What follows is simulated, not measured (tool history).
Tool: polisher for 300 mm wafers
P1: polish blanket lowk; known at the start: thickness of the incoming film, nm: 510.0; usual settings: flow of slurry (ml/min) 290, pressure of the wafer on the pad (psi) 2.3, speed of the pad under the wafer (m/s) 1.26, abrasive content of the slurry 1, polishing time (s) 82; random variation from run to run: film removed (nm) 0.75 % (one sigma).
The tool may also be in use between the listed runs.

run,hour,flow of slurry (ml/min),pressure of the wafer on the pad (psi),speed of the pad under the wafer (m/s),abrasive content of the slurry,polishing time (s),wafers polished on this pad,hours since the slurry nozzle was cleaned,hours since the head pressure was calibrated,hours since the slurry blender was calibrated,hours since the conditioning disc was replaced,film removed (nm)
1,4.9,290,2.3,1.26,1,82,327,131.3,181.6,27.3,178,54.041
2,8.6,290,2.3,1.26,1,82,347,135,185.3,31,181.7,54.126
3,12.2,290,2.3,1.26,1,82,367,138.6,188.9,34.6,185.3,53.656
4,15.4,290,2.3,0.74,1,82,384,141.8,192.1,37.8,188.5,35.309
5,19,455,2.3,1.26,1,82,404,145.4,195.7,41.4,192.1,55.899
6,22.9,175,2.3,1.26,1,82,425,149.3,199.6,45.3,196,50.703
7,26.6,290,2.3,1.64,1,82,445,153,203.3,49,199.7,66.689
8,30.4,290,2.3,1.26,1,58,465,156.8,207.1,52.8,203.5,38.439
9,35.5,290,3.4,1.26,1,82,493,161.9,212.2,57.9,208.6,79.698
10,40.8,290,2.3,1.26,1.3,82,522,167.2,217.5,63.2,213.9,60.106
11,44.2,290,2.3,1.26,0.55,82,540,170.6,220.9,66.6,217.3,39.431
12,49.5,290,2.3,1.26,1,82,569,175.9,226.2,71.9,222.6,53.678
13,54.1,290,2.3,1.26,1,127,594,180.5,230.8,76.5,227.2,83
14,58.6,290,2.3,1.26,1,82,618,185,235.3,81,231.7,53.785
15,62,290,2.3,1.92,1,50,637,188.4,238.7,84.4,235.1,45.603
16,67.6,290,1.6,1.26,1,39,667,194,244.3,90,240.7,17.814
17,72,290,2.3,1.26,1,82,691,198.4,248.7,94.4,245.1,54.609
18,77.4,290,2.3,0.92,1,119,720,203.8,254.1,99.8,250.5,59.724
19,81.3,290,1,1.26,1,82,741,207.7,258,103.7,254.4,23.494
20,84.9,290,2.3,1.26,1,82,761,211.3,261.6,107.3,258,54.586
21,89.9,290,2.3,1.26,1,82,788,216.3,266.6,112.3,263,53.887
22,93.4,290,2.3,1.26,1,82,807,219.8,270.1,115.8,266.5,52.629
23,98.9,290,2.3,1.26,1,82,837,225.3,275.6,121.3,272,51.283
24,103.8,290,2.3,1.26,1,82,863,230.2,280.5,126.2,276.9,50.274
25,107.3,290,2.3,1.26,1,82,882,233.7,284,129.7,280.4,48.957
26,111.7,290,2.3,1.26,1,82,906,238.1,288.4,134.1,284.8,48.881
# hour 112.6: head pressure recalibrated
27,114.8,290,2.3,1.26,1,82,923,241.2,2.2,137.2,287.9,47.859
# hour 119.7: conditioning disc replaced and pad reconditioned
28,120.8,290,2.3,1.26,1,82,955,247.2,8.2,143.2,1.2,48.44
29,124.2,290,2.3,1.26,1,82,974,250.6,11.6,146.6,4.6,47.926
30,128.6,290,2.3,1.26,1,82,997,255,16,151,9,47.779
31,134.3,290,2.3,1.26,1,82,1028,260.7,21.7,156.7,14.7,47.199
32,138.8,290,2.3,1.26,1,82,1053,265.2,26.2,161.2,19.2,47.724

What P1 gives has crept away from where it was. These 2 causes fit the log equally well, each at the size given:
A: removal rate lost through wear of the pad, % = 12
B: abrasive missing from the slurry, % = 23.1
The creep began at about hour 89.9.
Why every other cause is out:
slurry flow missing at the pad, %: at most 40, which would move film removed (nm) by -5.9 %: too little, or the wrong way
head's pressure below its setpoint, %: serviced at hour 112.6, which brought nothing back
time polished since the conditioner stopped cutting, s: serviced at hour 119.7, which brought nothing back

4 check runs are offered, each on 5 wafers whose results are averaged, their results left as question marks. Which one tells the causes apart?
check 1,143.3,290,2.3,1.26,0.65,82,,,,,,?
check 2,143.3,290,2.3,0.98,1,82,,,,,,?
check 3,143.3,290,3,1.26,1,82,,,,,,?
check 4,143.3,290,1.1,1.26,1,61,,,,,,?

What each check would give under each cause:
check,result,if A,if B
check 1,film removed (nm),38.143,37.086
check 2,film removed (nm),38.832,38.826
check 3,film removed (nm),61.929,61.919
check 4,film removed (nm),16.892,16.889
How far apart the two closest causes lie, in the result that separates them most: check 1 2.81 %; check 2 0.02 %; check 3 0.02 %; check 4 0.02 %
Only check 1 tells the causes apart: in the others they would give nearly the same result.

Check 1 was then run and gave: film removed (nm) 37.118. Which cause is it?

It is B: abrasive missing from the slurry, %.
